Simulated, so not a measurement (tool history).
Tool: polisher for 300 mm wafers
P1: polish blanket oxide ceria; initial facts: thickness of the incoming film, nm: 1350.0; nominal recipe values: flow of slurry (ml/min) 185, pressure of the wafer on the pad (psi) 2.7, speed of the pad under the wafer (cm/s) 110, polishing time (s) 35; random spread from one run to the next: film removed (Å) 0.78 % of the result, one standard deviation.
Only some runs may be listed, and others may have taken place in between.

run    day  flow of slurry (ml/min)  pressure of the wafer on the pad (psi)  speed of the pad under the wafer (cm/s)  polishing time (s)  wafers polished on this pad  hours since the slurry nozzle was cleaned  hours since the head pressure was calibrated  film removed (Å)
  1  0.567                      185                                     2.7                                      110                  35                          387                                      412.5                                         408.2           1659.80
  2  1.104                      185                                     4.2                                      110                  35                          569                                      425.4                                         421.1           2529.40
  3  1.621                      185                                     2.7                                      110                  35                          743                                      437.8                                         433.5           1647.50
  4  1.938                      185                                     2.7                                      110                  35                          850                                      445.4                                         441.1           1656.40
  5  2.471                      110                                     2.7                                      110                  35                         1030                                      458.2                                         453.9           1514.90
  6  2.717                      280                                     2.7                                      110                  35                         1113                                      464.1                                         459.8           1718.20
  7  3.104                      185                                     2.7                                       56                  35                         1244                                      473.4                                         469.1            840.40
  8  3.412                      185                                     2.7                                      110                  35                         1348                                      480.8                                         476.5           1663.00
     3.525  -- head pressure recalibrated
  9  3.750                      185                                     2.7                                      110                  35                         1462                                      488.9                                           5.4           1625.10
 10  4.312                      185                                     2.7                                      110                  44                         1652                                      502.4                                          18.9           2061.70
 11  4.562                      185                                     2.7                                      166                  21                         1736                                      508.4                                          24.9           1469.80
 12  4.867                      185                                     2.7                                       60                  24                         1839                                      515.7                                          32.2            611.86

Run 13, settings as shown, results not yet in. Your forecast:
 13  5.142                      185                                     1.3                                      110                  35                         1932                                      522.3                                          38.8                 ?

film removed (Å): 773.77
